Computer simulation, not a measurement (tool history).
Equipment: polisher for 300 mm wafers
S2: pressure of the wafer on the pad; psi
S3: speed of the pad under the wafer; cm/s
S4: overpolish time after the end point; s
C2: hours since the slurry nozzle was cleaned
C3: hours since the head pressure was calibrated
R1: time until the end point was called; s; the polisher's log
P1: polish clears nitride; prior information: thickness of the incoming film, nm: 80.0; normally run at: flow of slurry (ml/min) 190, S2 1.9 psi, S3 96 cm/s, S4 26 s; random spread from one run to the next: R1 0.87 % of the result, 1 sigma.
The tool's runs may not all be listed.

{"run": 1, "hour": 4.6, "flow of slurry (ml/min)": 190, "S2": 1.9, "S3": 96, "S4": 26, "wafers polished on this pad": 125, "C2": 517.1, "C3": 671.6, "R1": 133.9}
{"run": 2, "hour": 11.4, "flow of slurry (ml/min)": 190, "S2": 1.9, "S3": 96, "S4": 26, "wafers polished on this pad": 185, "C2": 523.9, "C3": 678.4, "R1": 135.05}
{"run": 3, "hour": 19.4, "flow of slurry (ml/min)": 115, "S2": 1.9, "S3": 96, "S4": 26, "wafers polished on this pad": 255, "C2": 531.9, "C3": 686.4, "R1": 146.75}
{"run": 4, "hour": 24.3, "flow of slurry (ml/min)": 190, "S2": 1.9, "S3": 96, "S4": 26, "wafers polished on this pad": 298, "C2": 536.8, "C3": 691.3, "R1": 133.42}
{"run": 5, "hour": 28.5, "flow of slurry (ml/min)": 280, "S2": 1.9, "S3": 96, "S4": 26, "wafers polished on this pad": 335, "C2": 541.0, "C3": 695.5, "R1": 124.87}
{"run": 6, "hour": 34.5, "flow of slurry (ml/min)": 190, "S2": 1.9, "S3": 96, "S4": 26, "wafers polished on this pad": 388, "C2": 547.0, "C3": 701.5, "R1": 133.07}
{"run": 7, "hour": 39.6, "flow of slurry (ml/min)": 190, "S2": 2.6, "S3": 96, "S4": 26, "wafers polished on this pad": 432, "C2": 552.1, "C3": 706.6, "R1": 97.358}
{"run": 8, "hour": 48.2, "flow of slurry (ml/min)": 190, "S2": 1.9, "S3": 96, "S4": 26, "wafers polished on this pad": 508, "C2": 560.7, "C3": 715.2, "R1": 134.44}
{"run": 9, "hour": 55.9, "flow of slurry (ml/min)": 190, "S2": 1.9, "S3": 58, "S4": 26, "wafers polished on this pad": 575, "C2": 568.4, "C3": 722.9, "R1": 220.53}
{"run": 10, "hour": 61.7, "flow of slurry (ml/min)": 190, "S2": 0.9, "S3": 96, "S4": 26, "wafers polished on this pad": 626, "C2": 574.2, "C3": 728.7, "R1": 281.25}
{"run": 11, "hour": 66.5, "flow of slurry (ml/min)": 190, "S2": 1.9, "S3": 150, "S4": 26, "wafers polished on this pad": 669, "C2": 579.0, "C3": 733.5, "R1": 85.61}
{"run": 12, "hour": 73.6, "flow of slurry (ml/min)": 190, "S2": 1.9, "S3": 96, "S4": 8, "wafers polished on this pad": 731, "C2": 586.1, "C3": 740.6, "R1": 133.16}
{"run": 13, "hour": 80.8, "flow of slurry (ml/min)": 190, "S2": 1.9, "S3": 96, "S4": 52, "wafers polished on this pad": 794, "C2": 593.3, "C3": 747.8, "R1": 135.6}
{"run": 14, "hour": 87.1, "flow of slurry (ml/min)": 190, "S2": 1.9, "S3": 96, "S4": 26, "wafers polished on this pad": 850, "C2": 599.6, "C3": 754.1, "R1": 132.52}
{"run": 15, "hour": 93.6, "flow of slurry (ml/min)": 190, "S2": 1.9, "S3": 130, "S4": 8, "wafers polished on this pad": 907, "C2": 606.1, "C3": 760.6, "R1": 98.682}
{"run": 16, "hour": 97.8, "flow of slurry (ml/min)": 190, "S2": 1.9, "S3": 96, "S4": 26, "wafers polished on this pad": 943, "C2": 610.3, "C3": 764.8, "R1": 132.99}
{"run": 17, "hour": 105.3, "flow of slurry (ml/min)": 190, "S2": 1.9, "S3": 96, "S4": 26, "wafers polished on this pad": 1009, "C2": 617.8, "C3": 772.3, "R1": 135.86}
{"run": 18, "hour": 111.2, "flow of slurry (ml/min)": 190, "S2": 1.9, "S3": 96, "S4": 26, "wafers polished on this pad": 1061, "C2": 623.7, "C3": 778.2, "R1": 137.51}
{"hour": 112.3, "done": "head pressure recalibrated"}
{"run": 19, "hour": 115.9, "flow of slurry (ml/min)": 190, "S2": 1.9, "S3": 96, "S4": 26, "wafers polished on this pad": 1102, "C2": 628.4, "C3": 3.7, "R1": 139.04}
{"run": 20, "hour": 123.4, "flow of slurry (ml/min)": 190, "S2": 1.9, "S3": 96, "S4": 26, "wafers polished on this pad": 1168, "C2": 635.9, "C3": 11.2, "R1": 141.04}

For run 21, what comes out?
{"run": 21, "hour": 128.7, "flow of slurry (ml/min)": 190, "S2": 1.9, "S3": 96, "S4": 26, "wafers polished on this pad": 1215, "C2": 641.2, "C3": 16.5, "R1": "?"}

{"run 21": {"R1": 140.83}}
